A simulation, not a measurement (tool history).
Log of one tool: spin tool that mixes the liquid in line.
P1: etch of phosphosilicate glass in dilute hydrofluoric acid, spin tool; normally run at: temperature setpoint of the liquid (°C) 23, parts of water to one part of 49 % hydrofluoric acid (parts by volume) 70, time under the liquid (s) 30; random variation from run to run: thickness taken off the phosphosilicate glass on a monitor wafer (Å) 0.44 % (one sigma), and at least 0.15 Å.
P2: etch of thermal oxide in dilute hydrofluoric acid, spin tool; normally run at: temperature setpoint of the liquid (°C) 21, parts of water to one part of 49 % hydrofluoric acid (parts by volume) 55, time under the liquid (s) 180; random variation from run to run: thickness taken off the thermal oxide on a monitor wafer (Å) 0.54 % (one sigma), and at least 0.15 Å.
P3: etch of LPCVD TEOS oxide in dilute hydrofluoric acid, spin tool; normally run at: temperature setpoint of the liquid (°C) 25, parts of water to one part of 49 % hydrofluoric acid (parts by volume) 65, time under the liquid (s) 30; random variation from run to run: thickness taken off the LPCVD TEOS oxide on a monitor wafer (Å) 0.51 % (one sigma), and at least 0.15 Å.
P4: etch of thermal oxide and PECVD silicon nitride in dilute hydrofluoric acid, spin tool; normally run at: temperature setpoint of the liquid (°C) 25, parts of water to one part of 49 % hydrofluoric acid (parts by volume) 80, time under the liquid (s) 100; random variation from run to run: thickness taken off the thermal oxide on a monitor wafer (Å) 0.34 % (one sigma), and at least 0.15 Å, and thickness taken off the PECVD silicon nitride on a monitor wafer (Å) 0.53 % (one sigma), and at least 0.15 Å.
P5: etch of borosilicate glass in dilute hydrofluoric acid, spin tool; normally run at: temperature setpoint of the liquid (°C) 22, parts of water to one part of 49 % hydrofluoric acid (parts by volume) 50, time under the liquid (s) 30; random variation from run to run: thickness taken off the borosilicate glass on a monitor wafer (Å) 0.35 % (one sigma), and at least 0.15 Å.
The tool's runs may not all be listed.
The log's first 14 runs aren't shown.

run,hour,process that ran,temperature setpoint of the liquid (°C),parts of water to one part of 49 % hydrofluoric acid (parts by volume),time under the liquid (s),hours since the thermometer was replaced,hours since the hydrofluoric acid flow meter was replaced,thickness taken off the phosphosilicate glass on a monitor wafer (Å),thickness taken off the LPCVD TEOS oxide on a monitor wafer (Å),thickness taken off the borosilicate glass on a monitor wafer (Å),thickness taken off the thermal oxide on a monitor wafer (Å),thickness taken off the PECVD silicon nitride on a monitor wafer (Å)
15,128.2,P1,23,70,15,1240.8,10,135.37,,,,
16,134.7,P1,17,70,30,1247.3,16.5,211.72,,,,
17,141.5,P2,21,55,180,1254.1,23.3,,,,138.07,
18,149.8,P1,30.5,70,30,1262.4,31.6,361.35,,,,
19,161.1,P2,26,55,180,1273.7,42.9,,,,169.88,
20,166.9,P2,21,55,180,1279.5,48.7,,,,139.13,
21,178.4,P4,25,80,100,1291,60.2,,,,60.475,57.484
22,183.5,P4,25,80,45,1296.1,65.3,,,,27.245,26.039
23,190,P3,25,65,30,1302.6,71.8,,219.03,,,
24,196.5,P5,22,50,15,1309.1,78.3,,,49.371,,
25,205.6,P1,23,40,30,1318.2,87.4,491.82,,,,
26,215.7,P1,17,70,15,1328.3,97.5,105.61,,,,
27,223.5,P5,22,20,30,1336.1,105.3,,,255.31,,
28,232.7,P1,18.5,70,45,1345.3,114.5,338.65,,,,
29,240.2,P1,23,70,30,1352.8,122,270.23,,,,
30,250.4,P2,21,20,180,1363,132.2,,,,398.75,
31,255.8,P1,23,70,55,1368.4,137.6,502.12,,,,
32,262.7,P3,30,65,30,1375.3,144.5,,264.05,,,
33,268.3,P1,23,70,30,1380.9,150.1,269.74,,,,
34,275.4,P4,20.5,80,100,1388,157.2,,,,50.651,42.533

Run 35 comes next. What will it give?
35,280.6,P1,23,70,30,1393.2,162.4,?,,,,

thickness taken off the phosphosilicate glass on a monitor wafer (Å): 271.22
